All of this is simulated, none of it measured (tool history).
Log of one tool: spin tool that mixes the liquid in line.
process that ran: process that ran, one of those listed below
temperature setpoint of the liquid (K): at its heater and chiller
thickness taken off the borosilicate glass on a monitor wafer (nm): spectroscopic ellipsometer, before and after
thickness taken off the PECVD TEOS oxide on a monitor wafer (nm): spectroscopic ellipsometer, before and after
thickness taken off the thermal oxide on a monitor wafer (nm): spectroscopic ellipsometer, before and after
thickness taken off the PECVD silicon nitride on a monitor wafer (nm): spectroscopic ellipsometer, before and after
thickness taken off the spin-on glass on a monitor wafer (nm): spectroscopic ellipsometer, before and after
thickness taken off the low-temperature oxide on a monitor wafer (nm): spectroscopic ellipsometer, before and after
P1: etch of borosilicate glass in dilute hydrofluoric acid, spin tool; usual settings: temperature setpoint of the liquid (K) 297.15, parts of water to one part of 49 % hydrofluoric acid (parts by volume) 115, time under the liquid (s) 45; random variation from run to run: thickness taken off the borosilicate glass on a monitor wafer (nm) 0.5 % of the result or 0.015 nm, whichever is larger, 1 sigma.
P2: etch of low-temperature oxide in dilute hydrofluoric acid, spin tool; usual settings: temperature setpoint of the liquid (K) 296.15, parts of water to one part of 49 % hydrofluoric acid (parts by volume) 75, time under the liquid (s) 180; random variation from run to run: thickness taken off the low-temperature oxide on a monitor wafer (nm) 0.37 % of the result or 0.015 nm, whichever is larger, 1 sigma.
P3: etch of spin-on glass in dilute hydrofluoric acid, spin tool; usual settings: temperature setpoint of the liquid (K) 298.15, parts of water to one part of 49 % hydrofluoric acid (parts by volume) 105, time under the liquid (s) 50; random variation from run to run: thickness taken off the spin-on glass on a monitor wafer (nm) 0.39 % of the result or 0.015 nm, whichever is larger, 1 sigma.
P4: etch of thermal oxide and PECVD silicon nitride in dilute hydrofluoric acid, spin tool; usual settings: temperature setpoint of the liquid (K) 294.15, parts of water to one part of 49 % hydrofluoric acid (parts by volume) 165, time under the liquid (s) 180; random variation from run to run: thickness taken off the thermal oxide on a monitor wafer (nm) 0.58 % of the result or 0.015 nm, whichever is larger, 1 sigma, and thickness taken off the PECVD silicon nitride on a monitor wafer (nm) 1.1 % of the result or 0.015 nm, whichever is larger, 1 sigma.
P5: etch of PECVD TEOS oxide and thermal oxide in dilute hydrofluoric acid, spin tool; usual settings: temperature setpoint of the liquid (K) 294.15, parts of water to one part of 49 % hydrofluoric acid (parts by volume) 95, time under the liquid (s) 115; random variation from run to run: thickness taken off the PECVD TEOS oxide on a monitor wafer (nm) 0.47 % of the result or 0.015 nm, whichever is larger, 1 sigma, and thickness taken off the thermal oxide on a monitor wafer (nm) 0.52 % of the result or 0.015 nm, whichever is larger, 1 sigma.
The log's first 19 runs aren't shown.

run	day	process that ran	temperature setpoint of the liquid (K)	parts of water to one part of 49 % hydrofluoric acid (parts by volume)	time under the liquid (s)	hours since the thermometer was replaced	hours since the hydrofluoric acid flow meter was replaced	thickness taken off the borosilicate glass on a monitor wafer (nm)	thickness taken off the PECVD TEOS oxide on a monitor wafer (nm)	thickness taken off the thermal oxide on a monitor wafer (nm)	thickness taken off the PECVD silicon nitride on a monitor wafer (nm)	thickness taken off the spin-on glass on a monitor wafer (nm)	thickness taken off the low-temperature oxide on a monitor wafer (nm)
20	6.712	P3	298.15	105	50	428.3	1103.7					17.078	
21	6.921	P2	296.15	75	30	433.3	1108.7						7.7384
# day 6.942: thermometer replaced
22	7.321	P2	296.15	140	180	9.1	1118.3						23.0180
23	7.796	P4	290.15	165	180	20.5	1129.7			3.64380	1.5852		
24	8.146	P1	297.15	115	45	28.9	1138.1	13.3930					
25	8.446	P3	303.15	105	50	36.1	1145.3					20.631	
26	8.912	P1	297.15	115	15	47.3	1156.5	4.4816					
27	9.171	P2	296.15	75	180	53.5	1162.7						46.0540
28	9.629	P1	297.15	115	45	64.5	1173.7	13.3880					
29	9.838	P1	297.15	160	45	69.5	1178.7	9.1934					
30	10.229	P3	298.15	105	30	78.9	1188.1					10.266	
31	10.442	P1	297.15	115	45	84.0	1193.2	13.4060					
32	10.767	P1	297.15	115	45	91.8	1201.0	13.9400					
33	11.179	P1	297.15	115	45	101.7	1210.9	14.2670					
34	11.567	P1	297.15	115	45	111.0	1220.2	14.4110					
35	11.900	P1	297.15	115	45	119.0	1228.2	14.4600					
36	12.108	P1	297.15	115	45	124.0	1233.2	14.4210					

Run 37 comes next. What will it give?
37	12.488	P1	297.15	115	45	133.1	1242.3	?					

thickness taken off the borosilicate glass on a monitor wafer (nm): 14.7160

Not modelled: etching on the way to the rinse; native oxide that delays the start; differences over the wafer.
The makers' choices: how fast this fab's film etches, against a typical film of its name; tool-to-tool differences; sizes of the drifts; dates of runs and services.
